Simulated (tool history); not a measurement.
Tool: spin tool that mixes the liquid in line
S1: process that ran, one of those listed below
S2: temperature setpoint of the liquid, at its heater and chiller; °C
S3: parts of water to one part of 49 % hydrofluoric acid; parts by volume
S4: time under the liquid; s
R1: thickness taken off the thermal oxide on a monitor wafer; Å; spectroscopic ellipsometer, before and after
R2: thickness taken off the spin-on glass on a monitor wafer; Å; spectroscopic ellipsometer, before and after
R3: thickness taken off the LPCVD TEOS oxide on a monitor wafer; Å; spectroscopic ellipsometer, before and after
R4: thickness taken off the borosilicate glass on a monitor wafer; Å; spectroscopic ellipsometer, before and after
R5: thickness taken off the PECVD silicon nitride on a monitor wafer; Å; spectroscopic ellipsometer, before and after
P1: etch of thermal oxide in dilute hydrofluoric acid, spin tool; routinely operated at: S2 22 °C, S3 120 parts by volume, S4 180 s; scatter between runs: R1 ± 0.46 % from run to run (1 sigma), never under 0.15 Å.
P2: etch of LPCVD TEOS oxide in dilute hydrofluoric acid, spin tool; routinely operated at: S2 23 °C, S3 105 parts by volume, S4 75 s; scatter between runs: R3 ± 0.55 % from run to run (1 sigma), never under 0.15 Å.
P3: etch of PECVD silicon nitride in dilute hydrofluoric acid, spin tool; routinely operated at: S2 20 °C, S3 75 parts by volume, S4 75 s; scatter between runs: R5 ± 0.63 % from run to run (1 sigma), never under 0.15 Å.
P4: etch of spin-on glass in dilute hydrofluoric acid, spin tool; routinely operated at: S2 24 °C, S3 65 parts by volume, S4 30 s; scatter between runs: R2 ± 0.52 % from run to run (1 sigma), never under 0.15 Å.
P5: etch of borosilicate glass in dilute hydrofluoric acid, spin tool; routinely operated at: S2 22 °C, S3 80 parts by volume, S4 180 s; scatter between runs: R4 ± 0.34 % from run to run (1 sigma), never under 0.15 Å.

Run 1, hour 12.3: S1 P1, S2 22 °C, S3 120 parts by volume, S4 180 s. Result: R1 66.12 Å.
Run 2, hour 25: S1 P1, S2 22 °C, S3 185 parts by volume, S4 55 s. Result: R1 12.201 Å.
Run 3, hour 38: S1 P1, S2 22 °C, S3 55 parts by volume, S4 325 s. Result: R1 281.09 Å.
Run 4, hour 44.9: S1 P4, S2 24 °C, S3 30 parts by volume, S4 30 s. Result: R2 301.56 Å.
Run 5, hour 57.8: S1 P1, S2 22 °C, S3 120 parts by volume, S4 180 s. Result: R1 66.184 Å.
Run 6, hour 67.9: S1 P1, S2 22 °C, S3 210 parts by volume, S4 180 s. Result: R1 34.476 Å.
Run 7, hour 81.9: S1 P2, S2 23 °C, S3 105 parts by volume, S4 75 s. Result: R3 260.72 Å.
Run 8, hour 95: S1 P4, S2 24 °C, S3 65 parts by volume, S4 30 s. Result: R2 132.02 Å.
Run 9, hour 103.2: S1 P5, S2 22 °C, S3 130 parts by volume, S4 180 s. Result: R4 267.87 Å.
Run 10, hour 111.7: S1 P3, S2 20 °C, S3 75 parts by volume, S4 15 s. Result: R5 8.3433 Å.
Run 11, hour 125.2: S1 P1, S2 22 °C, S3 120 parts by volume, S4 180 s. Result: R1 65.983 Å.
Run 12, hour 138.6: S1 P1, S2 22 °C, S3 120 parts by volume, S4 180 s. Result: R1 66.414 Å.
Run 13, hour 150.4: S1 P1, S2 22 °C, S3 25 parts by volume, S4 180 s. Result: R1 358.81 Å.
Run 14, hour 165: S1 P4, S2 24 °C, S3 65 parts by volume, S4 15 s. Result: R2 66.651 Å.
Run 15, hour 180.8: S1 P5, S2 22 °C, S3 80 parts by volume, S4 180 s. Result: R4 462.81 Å.
Run 16, hour 196.1: S1 P4, S2 30 °C, S3 65 parts by volume, S4 30 s. Result: R2 169.51 Å.
Run 17, hour 208.9: S1 P4, S2 24 °C, S3 65 parts by volume, S4 30 s. Result: R2 132.37 Å.
Run 18, hour 218.4: S1 P1, S2 22 °C, S3 120 parts by volume, S4 180 s. Result: R1 66.138 Å.
At hour 224.7: hydrofluoric acid flow meter replaced.
Run 19, hour 228.7: S1 P1, S2 17 °C, S3 30 parts by volume, S4 180 s. Result: R1 237.94 Å.
Run 20, hour 242.1: S1 P1, S2 22 °C, S3 120 parts by volume, S4 310 s. Result: R1 114.95 Å.
Run 21, hour 254: S1 P3, S2 20 °C, S3 75 parts by volume, S4 75 s. Result: R5 43.756 Å.
Run 22, hour 263.6: S1 P3, S2 20 °C, S3 20 parts by volume, S4 75 s. Result: R5 154.34 Å.
Run 23, hour 278.8: S1 P1, S2 17 °C, S3 120 parts by volume, S4 180 s. Result: R1 54.365 Å.
Run 24, hour 289.8: S1 P1, S2 22 °C, S3 120 parts by volume, S4 80 s. Result: R1 29.428 Å.
Run 25, hour 303.6: S1 P1, S2 22 °C, S3 120 parts by volume, S4 180 s. Result: R1 66.293 Å.
Run 26, hour 316.1: S1 P2, S2 23 °C, S3 105 parts by volume, S4 40 s. Result: R3 139.42 Å.
Run 27, hour 328.9: S1 P1, S2 26.5 °C, S3 120 parts by volume, S4 180 s. Result: R1 79.555 Å.
Run 28, hour 339.3: S1 P5, S2 22 °C, S3 80 parts by volume, S4 95 s. Result: R4 244.38 Å.
Run 29, hour 351.2: S1 P2, S2 31.5 °C, S3 105 parts by volume, S4 75 s. Result: R3 357.94 Å.
Run 30, hour 365.9: S1 P5, S2 27 °C, S3 80 parts by volume, S4 180 s. Result: R4 563.71 Å.
Run 31, hour 376.4: S1 P3, S2 17 °C, S3 75 parts by volume, S4 75 s. Result: R5 34.602 Å.
Run 32, hour 388.1: S1 P2, S2 23 °C, S3 70 parts by volume, S4 75 s. Result: R3 411.48 Å.
Run 33, hour 402.6: S1 P5, S2 22 °C, S3 80 parts by volume, S4 180 s. Result: R4 462.71 Å.
Run 34, hour 411.8: S1 P1, S2 22 °C, S3 120 parts by volume, S4 180 s. Result: R1 66.381 Å.
Run 35, hour 427.6: S1 P1, S2 22 °C, S3 120 parts by volume, S4 180 s. Result: R1 63.847 Å.
Run 36, hour 440.6: S1 P1, S2 22 °C, S3 120 parts by volume, S4 180 s. Result: R1 63.618 Å.
Run 37, hour 454: S1 P1, S2 22 °C, S3 120 parts by volume, S4 180 s. Result: R1 62.782 Å.
Run 38, hour 463.7: S1 P1, S2 22 °C, S3 120 parts by volume, S4 180 s. Result: R1 62.831 Å.
Run 39, hour 477.5: S1 P1, S2 22 °C, S3 120 parts by volume, S4 180 s. Result: R1 62.097 Å.
Run 40, hour 487.1: S1 P1, S2 22 °C, S3 120 parts by volume, S4 180 s. Result: R1 62.165 Å.
Run 41, hour 498.2: S1 P1, S2 22 °C, S3 120 parts by volume, S4 180 s. Result: R1 61.945 Å.
Run 42, hour 512.6: S1 P1, S2 22 °C, S3 120 parts by volume, S4 180 s. Result: R1 62.237 Å.

Something has made what P1 gives creep away from where it was; the 2 causes below, each at its own stated size, fit the log equally well:
A: hydrofluoric acid flow below the setpoint (%) = 5.8
B: liquid colder than its thermometer reads (K) = 1.7
At approximately hour 411.8, the process output began to creep.

Listed below are the offered check runs, one wafer per run, with question marks in place of results. For which of them would the causes give clearly different outcomes?
Run check 1, hour 527: S1 P5, S2 22 °C, S3 80 parts by volume, S4 180 s. Result: R4 ?.
Run check 2, hour 527: S1 P2, S2 23 °C, S3 105 parts by volume, S4 75 s. Result: R3 ?.
Run check 3, hour 527: S1 P4, S2 24 °C, S3 65 parts by volume, S4 30 s. Result: R2 ?.
Run check 4, hour 527: S1 P3, S2 20 °C, S3 75 parts by volume, S4 75 s. Result: R5 ?.

What each check would give under each cause:
  check  result    if A    if B
check 1      R4  432.64  430.78
check 2      R3  242.23  242.02
check 3      R2  123.82  123.24
check 4      R5  40.845  38.492
Minimum pairwise separation of causes per check, each pair taken at its best-separating result: check 1 0.43 %; check 2 0.09 %; check 3 0.47 %; check 4 5.93 %
Of the check runs offered, only check 4 discriminates between the causes; the rest would read about the same regardless of which cause applies.

Check 4 has now been run. It gave: R5 38.639 Å. Which of the candidate causes is it?

Of the candidate causes, it is B: liquid colder than its thermometer reads (K).

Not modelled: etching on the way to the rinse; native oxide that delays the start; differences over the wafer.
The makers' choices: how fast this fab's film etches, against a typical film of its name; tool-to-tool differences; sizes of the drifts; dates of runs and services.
